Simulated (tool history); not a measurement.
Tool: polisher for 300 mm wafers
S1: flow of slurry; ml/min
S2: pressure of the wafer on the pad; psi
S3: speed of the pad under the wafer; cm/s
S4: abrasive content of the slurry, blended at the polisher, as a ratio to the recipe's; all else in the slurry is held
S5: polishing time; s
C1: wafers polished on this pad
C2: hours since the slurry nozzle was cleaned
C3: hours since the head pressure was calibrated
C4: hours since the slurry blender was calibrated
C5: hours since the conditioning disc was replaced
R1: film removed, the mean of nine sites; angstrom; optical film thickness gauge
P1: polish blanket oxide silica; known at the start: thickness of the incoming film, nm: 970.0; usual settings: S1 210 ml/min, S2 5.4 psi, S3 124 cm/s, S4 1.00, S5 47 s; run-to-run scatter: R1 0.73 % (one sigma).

Run 1, hour 5.0: S1 210 ml/min, S2 5.4 psi, S3 124 cm/s, S4 1.00, S5 47 s; C1 499; C2 94.5; C3 267.6; C4 212.9; C5 100.7. Result: R1 1756.90 angstrom.
Run 2, hour 10.4: S1 210 ml/min, S2 5.4 psi, S3 124 cm/s, S4 1.00, S5 47 s; C1 569; C2 99.9; C3 273.0; C4 218.3; C5 106.1. Result: R1 1764.50 angstrom.
Run 3, hour 13.7: S1 210 ml/min, S2 7.8 psi, S3 124 cm/s, S4 0.60, S5 47 s; C1 612; C2 103.2; C3 276.3; C4 221.6; C5 109.4. Result: R1 1957.10 angstrom.
Run 4, hour 19.0: S1 210 ml/min, S2 5.4 psi, S3 124 cm/s, S4 1.00, S5 47 s; C1 681; C2 108.5; C3 281.6; C4 226.9; C5 114.7. Result: R1 1763.40 angstrom.
Run 5, hour 24.5: S1 210 ml/min, S2 5.4 psi, S3 178 cm/s, S4 1.00, S5 47 s; C1 753; C2 114.0; C3 287.1; C4 232.4; C5 120.2. Result: R1 2363.90 angstrom.
Run 6, hour 30.6: S1 210 ml/min, S2 5.4 psi, S3 124 cm/s, S4 1.00, S5 47 s; C1 832; C2 120.1; C3 293.2; C4 238.5; C5 126.3. Result: R1 1746.10 angstrom.
Run 7, hour 36.4: S1 210 ml/min, S2 2.4 psi, S3 124 cm/s, S4 1.00, S5 47 s; C1 907; C2 125.9; C3 299.0; C4 244.3; C5 132.1. Result: R1 774.61 angstrom.
At hour 37.5: slurry nozzle cleaned.
Run 8, hour 42.2: S1 300 ml/min, S2 5.4 psi, S3 124 cm/s, S4 1.00, S5 47 s; C1 983; C2 4.8; C3 304.8; C4 250.1; C5 137.9. Result: R1 1842.20 angstrom.
At hour 43.2: conditioning disc replaced and pad reconditioned.
Run 9, hour 47.1: S1 210 ml/min, S2 5.4 psi, S3 124 cm/s, S4 1.00, S5 47 s; C1 1046; C2 9.7; C3 309.7; C4 255.0; C5 3.9. Result: R1 1760.70 angstrom.
Run 10, hour 50.5: S1 210 ml/min, S2 8.3 psi, S3 124 cm/s, S4 1.00, S5 47 s; C1 1091; C2 13.1; C3 313.1; C4 258.4; C5 7.3. Result: R1 2688.00 angstrom.
Run 11, hour 55.3: S1 210 ml/min, S2 5.4 psi, S3 76 cm/s, S4 1.00, S5 47 s; C1 1153; C2 17.9; C3 317.9; C4 263.2; C5 12.1. Result: R1 1192.20 angstrom.
Run 12, hour 59.7: S1 210 ml/min, S2 5.4 psi, S3 124 cm/s, S4 1.00, S5 31 s; C1 1210; C2 22.3; C3 322.3; C4 267.6; C5 16.5. Result: R1 1146.80 angstrom.
Run 13, hour 63.4: S1 210 ml/min, S2 5.4 psi, S3 124 cm/s, S4 0.60, S5 47 s; C1 1258; C2 26.0; C3 326.0; C4 271.3; C5 20.2. Result: R1 1351.00 angstrom.
Run 14, hour 69.3: S1 125 ml/min, S2 5.4 psi, S3 124 cm/s, S4 1.00, S5 47 s; C1 1335; C2 31.9; C3 331.9; C4 277.2; C5 26.1. Result: R1 1625.90 angstrom.
Run 15, hour 72.6: S1 210 ml/min, S2 5.4 psi, S3 124 cm/s, S4 1.00, S5 72 s; C1 1378; C2 35.2; C3 335.2; C4 280.5; C5 29.4. Result: R1 2719.90 angstrom.
Run 16, hour 76.3: S1 210 ml/min, S2 5.4 psi, S3 124 cm/s, S4 1.35, S5 47 s; C1 1426; C2 38.9; C3 338.9; C4 284.2; C5 33.1. Result: R1 2017.20 angstrom.
Run 17, hour 81.1: S1 210 ml/min, S2 5.4 psi, S3 124 cm/s, S4 1.00, S5 47 s; C1 1489; C2 43.7; C3 343.7; C4 289.0; C5 37.9. Result: R1 1785.00 angstrom.
Run 18, hour 87.0: S1 210 ml/min, S2 5.4 psi, S3 124 cm/s, S4 1.00, S5 47 s; C1 1565; C2 49.6; C3 349.6; C4 294.9; C5 43.8. Result: R1 1683.10 angstrom.
Run 19, hour 90.4: S1 210 ml/min, S2 5.4 psi, S3 124 cm/s, S4 1.00, S5 47 s; C1 1609; C2 53.0; C3 353.0; C4 298.3; C5 47.2. Result: R1 1696.00 angstrom.
Run 20, hour 95.6: S1 210 ml/min, S2 5.4 psi, S3 124 cm/s, S4 1.00, S5 47 s; C1 1677; C2 58.2; C3 358.2; C4 303.5; C5 52.4. Result: R1 1623.20 angstrom.
Run 21, hour 101.5: S1 210 ml/min, S2 5.4 psi, S3 124 cm/s, S4 1.00, S5 47 s; C1 1754; C2 64.1; C3 364.1; C4 309.4; C5 58.3. Result: R1 1613.50 angstrom.
At hour 102.5: conditioning disc replaced and pad reconditioned.
Run 22, hour 104.5: S1 210 ml/min, S2 5.4 psi, S3 124 cm/s, S4 1.00, S5 47 s; C1 1793; C2 67.1; C3 367.1; C4 312.4; C5 2.0. Result: R1 1593.70 angstrom.
At hour 106.7: worn pad replaced by a new one.
At hour 108.2: slurry nozzle cleaned.
Run 23, hour 110.6: S1 210 ml/min, S2 5.4 psi, S3 124 cm/s, S4 1.00, S5 47 s; C1 51; C2 2.4; C3 373.2; C4 318.5; C5 8.1. Result: R1 1592.20 angstrom.
Run 24, hour 115.0: S1 210 ml/min, S2 5.4 psi, S3 124 cm/s, S4 1.00, S5 47 s; C1 108; C2 6.8; C3 377.6; C4 322.9; C5 12.5. Result: R1 1592.50 angstrom.
Run 25, hour 121.0: S1 210 ml/min, S2 5.4 psi, S3 124 cm/s, S4 1.00, S5 47 s; C1 186; C2 12.8; C3 383.6; C4 328.9; C5 18.5. Result: R1 1572.40 angstrom.
Run 26, hour 126.6: S1 210 ml/min, S2 5.4 psi, S3 124 cm/s, S4 1.00, S5 47 s; C1 259; C2 18.4; C3 389.2; C4 334.5; C5 24.1. Result: R1 1579.10 angstrom.
Run 27, hour 130.5: S1 210 ml/min, S2 5.4 psi, S3 124 cm/s, S4 1.00, S5 47 s; C1 310; C2 22.3; C3 393.1; C4 338.4; C5 28.0. Result: R1 1545.40 angstrom.

What P1 gives has crept away from where it was. These 2 causes fit the log equally well, each at the size given:
A: abrasive missing from the slurry, % = 21.3
B: head's pressure below its setpoint, % = 11
The creep began at about hour 81.1.
Why every other cause is out:
removal rate lost through wear of the pad, %: serviced at hour 106.7, which brought nothing back
slurry flow missing at the pad, %: serviced at hour 108.2, which brought nothing back
time polished since the conditioner stopped cutting, s: serviced at hour 102.5, which brought nothing back

4 check runs are offered, each on 5 wafers whose results are averaged, their results left as question marks. Which one tells the causes apart?
Run check 1, hour 134.4: S1 210 ml/min, S2 5.4 psi, S3 158 cm/s, S4 1.00, S5 47 s. Result: R1 ?.
Run check 2, hour 134.4: S1 300 ml/min, S2 6.5 psi, S3 124 cm/s, S4 1.00, S5 47 s. Result: R1 ?.
Run check 3, hour 134.4: S1 210 ml/min, S2 5.4 psi, S3 124 cm/s, S4 0.65, S5 60 s. Result: R1 ?.
Run check 4, hour 134.4: S1 210 ml/min, S2 5.4 psi, S3 96 cm/s, S4 1.00, S5 47 s. Result: R1 ?.

What each check would give under each cause:
  check  result     if A     if B
check 1      R1  1906.80  1905.90
check 2      R1  1964.10  1963.10
check 3      R1  1570.40  1610.20
check 4      R1  1280.00  1279.30
How far apart the two closest causes lie, in the result that separates them most: check 1 0.05 %; check 2 0.05 %; check 3 2.5 %; check 4 0.05 %
Check 3 tells the causes apart: in the others they would give nearly the same result.

Then check 3 was run and gave: R1 1572.10 angstrom. Which cause is it?

It is A: abrasive missing from the slurry, %.
